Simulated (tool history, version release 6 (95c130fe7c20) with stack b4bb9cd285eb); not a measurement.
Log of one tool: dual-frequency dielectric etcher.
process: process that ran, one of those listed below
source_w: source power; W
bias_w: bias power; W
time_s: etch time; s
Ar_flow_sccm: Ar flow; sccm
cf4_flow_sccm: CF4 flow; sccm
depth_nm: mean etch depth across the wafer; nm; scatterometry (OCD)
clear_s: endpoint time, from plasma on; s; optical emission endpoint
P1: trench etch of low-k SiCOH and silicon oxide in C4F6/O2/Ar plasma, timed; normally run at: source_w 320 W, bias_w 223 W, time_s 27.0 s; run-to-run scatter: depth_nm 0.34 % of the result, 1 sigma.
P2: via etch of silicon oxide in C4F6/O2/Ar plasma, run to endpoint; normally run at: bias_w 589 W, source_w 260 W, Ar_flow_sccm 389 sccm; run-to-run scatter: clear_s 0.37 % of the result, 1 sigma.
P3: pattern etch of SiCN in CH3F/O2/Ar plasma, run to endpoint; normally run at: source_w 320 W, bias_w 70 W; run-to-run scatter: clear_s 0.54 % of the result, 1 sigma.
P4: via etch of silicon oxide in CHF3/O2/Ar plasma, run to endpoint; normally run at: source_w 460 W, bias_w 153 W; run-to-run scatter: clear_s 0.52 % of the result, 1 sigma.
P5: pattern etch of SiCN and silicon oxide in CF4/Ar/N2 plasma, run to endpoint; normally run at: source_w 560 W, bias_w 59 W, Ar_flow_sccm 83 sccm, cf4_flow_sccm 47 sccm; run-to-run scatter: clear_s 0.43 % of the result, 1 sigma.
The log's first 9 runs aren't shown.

run,hour,process,source_w,bias_w,time_s,Ar_flow_sccm,cf4_flow_sccm,depth_nm,clear_s
10,77.9,P1,320,309,27.0,,,91.600,
11,87.3,P4,610,153,,,,,357.7700
12,92.8,P1,320,223,27.0,,,81.681,
13,97.9,P5,350,59,,83,47,,14.6700
14,104.7,P5,560,59,,83,65,,9.1044
15,112.2,P1,320,148,37.5,,,98.209,
16,119.8,P1,430,223,27.0,,,90.857,
17,125.8,P1,320,223,27.0,,,81.512,
18,130.8,P1,220,223,27.0,,,70.556,
19,138.9,P1,320,223,19.0,,,57.120,
20,146.9,P2,260,589,,389,,,23.2530
21,154.6,P1,320,223,27.0,,,81.129,
22,161.2,P1,320,223,39.0,,,118.100,
23,170.7,P1,320,223,27.0,,,81.057,
24,180.2,P2,260,589,,230,,,21.8310
25,185.3,P1,320,223,27.0,,,81.048,
26,192.7,P4,460,153,,,,,391.9000
27,200.8,P3,320,70,,,,,26.1050

Run 28 comes next. What will it give?
28,206.3,P5,560,59,,83,47,,?

Run 28 gave clear_s 9.6900 s.
